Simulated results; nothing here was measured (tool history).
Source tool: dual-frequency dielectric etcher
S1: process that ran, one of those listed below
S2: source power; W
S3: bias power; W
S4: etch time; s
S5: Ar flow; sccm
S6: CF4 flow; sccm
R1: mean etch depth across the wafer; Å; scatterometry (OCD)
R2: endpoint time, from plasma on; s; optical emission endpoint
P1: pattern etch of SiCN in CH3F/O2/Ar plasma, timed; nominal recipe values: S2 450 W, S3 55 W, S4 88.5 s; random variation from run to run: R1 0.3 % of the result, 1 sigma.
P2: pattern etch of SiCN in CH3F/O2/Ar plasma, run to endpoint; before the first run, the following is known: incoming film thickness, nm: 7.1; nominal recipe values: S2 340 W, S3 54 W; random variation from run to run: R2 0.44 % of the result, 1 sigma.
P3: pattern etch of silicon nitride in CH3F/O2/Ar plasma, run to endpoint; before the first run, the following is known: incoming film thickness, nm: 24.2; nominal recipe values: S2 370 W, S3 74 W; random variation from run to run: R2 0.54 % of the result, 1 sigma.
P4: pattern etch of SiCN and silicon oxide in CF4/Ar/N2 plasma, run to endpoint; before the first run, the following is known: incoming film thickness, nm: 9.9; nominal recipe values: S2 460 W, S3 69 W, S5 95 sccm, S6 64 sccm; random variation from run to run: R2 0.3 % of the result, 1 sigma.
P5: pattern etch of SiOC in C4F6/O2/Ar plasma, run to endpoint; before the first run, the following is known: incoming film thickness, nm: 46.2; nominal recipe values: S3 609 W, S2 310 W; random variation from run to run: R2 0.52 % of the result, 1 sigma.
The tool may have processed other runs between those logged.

Run 1, hour 6.1: S1 P1, S2 450 W, S3 55 W, S4 88.5 s. Result: R1 319.84 Å.
Run 2, hour 12.2: S1 P4, S2 460 W, S3 69 W, S5 66 sccm, S6 64 sccm. Result: R2 10.789 s.
Run 3, hour 15.8: S1 P5, S2 200 W, S3 609 W. Result: R2 18.653 s.
Run 4, hour 20.2: S1 P1, S2 450 W, S3 66 W, S4 88.5 s. Result: R1 340.65 Å.
Run 5, hour 23.1: S1 P3, S2 370 W, S3 99 W. Result: R2 32.622 s.
Run 6, hour 26.7: S1 P4, S2 460 W, S3 69 W, S5 95 sccm, S6 64 sccm. Result: R2 11.273 s.
Run 7, hour 31.5: S1 P4, S2 460 W, S3 41 W, S5 95 sccm, S6 64 sccm. Result: R2 13.344 s.
Run 8, hour 34.5: S1 P1, S2 450 W, S3 55 W, S4 88.5 s. Result: R1 319.84 Å.
Run 9, hour 40.8: S1 P5, S2 310 W, S3 609 W. Result: R2 15.954 s.
Run 10, hour 44.0: S1 P2, S2 340 W, S3 54 W. Result: R2 22.040 s.
Run 11, hour 48.2: S1 P2, S2 230 W, S3 54 W. Result: R2 25.876 s.
Run 12, hour 54.5: S1 P4, S2 290 W, S3 69 W, S5 95 sccm, S6 64 sccm. Result: R2 17.008 s.
Run 13, hour 58.1: S1 P5, S2 310 W, S3 400 W. Result: R2 18.804 s.
Run 14, hour 63.0: S1 P1, S2 450 W, S3 33 W, S4 88.5 s. Result: R1 273.68 Å.
Run 15, hour 68.1: S1 P1, S2 350 W, S3 55 W, S4 59.5 s. Result: R1 195.44 Å.
Run 16, hour 74.2: S1 P1, S2 630 W, S3 55 W, S4 88.5 s. Result: R1 364.14 Å.
Run 17, hour 80.6: S1 P4, S2 460 W, S3 69 W, S5 95 sccm, S6 37 sccm. Result: R2 12.342 s.
Run 18, hour 85.4: S1 P3, S2 240 W, S3 74 W. Result: R2 42.544 s.
Run 19, hour 89.4: S1 P1, S2 450 W, S3 55 W, S4 88.5 s. Result: R1 319.84 Å.
Run 20, hour 93.7: S1 P1, S2 450 W, S3 55 W, S4 88.5 s. Result: R1 320.69 Å.
Run 21, hour 98.0: S1 P3, S2 370 W, S3 74 W. Result: R2 36.170 s.
Run 22, hour 103.6: S1 P1, S2 450 W, S3 68 W, S4 58.0 s. Result: R1 226.44 Å.
Run 23, hour 108.2: S1 P1, S2 360 W, S3 55 W, S4 88.5 s. Result: R1 293.50 Å.
At hour 108.4: bias power generator calibrated.
Run 24, hour 111.3: S1 P2, S2 340 W, S3 33 W. Result: R2 25.674 s.
Run 25, hour 115.2: S1 P1, S2 450 W, S3 55 W, S4 64.0 s. Result: R1 231.37 Å.
Run 26, hour 121.5: S1 P1, S2 450 W, S3 55 W, S4 108.5 s. Result: R1 390.84 Å.
Run 27, hour 124.5: S1 P4, S2 460 W, S3 69 W, S5 95 sccm, S6 64 sccm. Result: R2 11.289 s.

Run 28 is up next; what results do you expect?
Run 28, hour 130.5: S1 P5, S2 310 W, S3 609 W. Result: R2 ?.

{"run 28": {"R2": 15.817}}
